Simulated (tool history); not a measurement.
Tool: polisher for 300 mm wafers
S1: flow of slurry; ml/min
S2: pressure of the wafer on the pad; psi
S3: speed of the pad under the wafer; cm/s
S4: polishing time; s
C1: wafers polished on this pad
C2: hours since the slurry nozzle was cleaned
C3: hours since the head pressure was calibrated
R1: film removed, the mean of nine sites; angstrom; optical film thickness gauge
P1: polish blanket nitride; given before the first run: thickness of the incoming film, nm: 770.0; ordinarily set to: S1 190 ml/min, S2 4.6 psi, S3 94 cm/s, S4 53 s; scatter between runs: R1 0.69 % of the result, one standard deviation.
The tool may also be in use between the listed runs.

run,day,S1,S2,S3,S4,C1,C2,C3,R1
1,0.596,190,4.6,94,53,321,183.7,339.2,1244.80
2,0.938,190,4.6,94,24,432,191.9,347.4,558.75
# day 1.192: worn pad replaced by a new one
3,1.550,300,4.6,94,53,117,206.6,362.1,1321.30
4,1.967,190,2.9,94,53,253,216.6,372.1,784.17
5,2.542,190,4.6,146,53,441,230.4,385.9,1762.30
6,2.958,190,4.6,94,53,577,240.4,395.9,1243.40
7,3.546,190,4.6,94,53,768,254.5,410.0,1244.10
8,4.154,190,4.6,42,53,967,269.1,424.6,654.30
9,4.492,115,4.6,94,53,1077,277.2,432.7,1134.30
10,5.008,190,7.1,94,53,1246,289.6,445.1,1922.40
11,5.500,190,4.6,94,69,1406,301.4,456.9,1607.60
12,6.138,190,4.6,94,53,1614,316.7,472.2,1237.10
13,6.579,190,4.6,128,25,1758,327.3,482.8,747.17
14,7.183,190,4.6,94,53,1955,341.8,497.3,1257.70
15,7.729,190,4.6,94,53,2133,354.9,510.4,1240.30
16,8.067,190,6.5,94,67,2244,363.0,518.5,2210.40
17,8.550,190,4.6,94,53,2401,374.6,530.1,1256.40
18,9.158,190,4.6,94,53,2600,389.2,544.7,1213.20
19,9.725,190,4.6,94,53,2785,402.8,558.3,1184.50
20,10.346,190,4.6,94,53,2987,417.7,573.2,1173.40
21,10.638,190,4.6,94,53,3082,424.7,580.2,1167.20
22,10.967,190,4.6,94,53,3190,432.6,588.1,1164.50
23,11.379,190,4.6,94,53,3324,442.5,598.0,1162.30
# day 11.479: worn pad replaced by a new one
24,11.988,190,4.6,94,53,166,457.1,612.6,1164.00
25,12.350,190,4.6,94,53,284,465.8,621.3,1145.50
26,12.950,190,4.6,94,53,480,480.2,635.7,1137.50
27,13.296,190,4.6,94,53,593,488.5,644.0,1158.30

What P1 gives has crept away from where it was. These 2 causes fit the log equally well, each at the size given:
A: slurry flow missing at the pad, % = 34.8
B: head's pressure below its setpoint, % = 6.94
The drift started at roughly day 8.550.
What rules out each remaining cause:
removal rate lost through wear of the pad, %: serviced at day 11.479, after the change had begun; the process did not return to its earlier output

4 check runs are offered, each on 2 wafers whose results are averaged, their results left as question marks. Which one tells the causes apart?
check 1,13.642,190,7.0,114,53,,,,?
check 2,13.642,190,4.6,126,53,,,,?
check 3,13.642,190,4.6,142,53,,,,?
check 4,13.642,115,4.6,66,53,,,,?

How each check would come out, cause by cause:
check,result,if A,if B
check 1,R1,2047.40,2047.70
check 2,R1,1457.60,1457.80
check 3,R1,1603.80,1604.10
check 4,R1,763.83,796.01
Minimum pairwise separation of causes per check, each pair taken at its best-separating result: check 1 0.01 %; check 2 0.01 %; check 3 0.01 %; check 4 4.13 %
The other checks would show nearly matching results whichever cause is true, so check 4 is the only one that separates the causes.

Here is what check 4 returned: R1 794.65 angstrom. Which cause is it?

The cause is B: head's pressure below its setpoint, %.
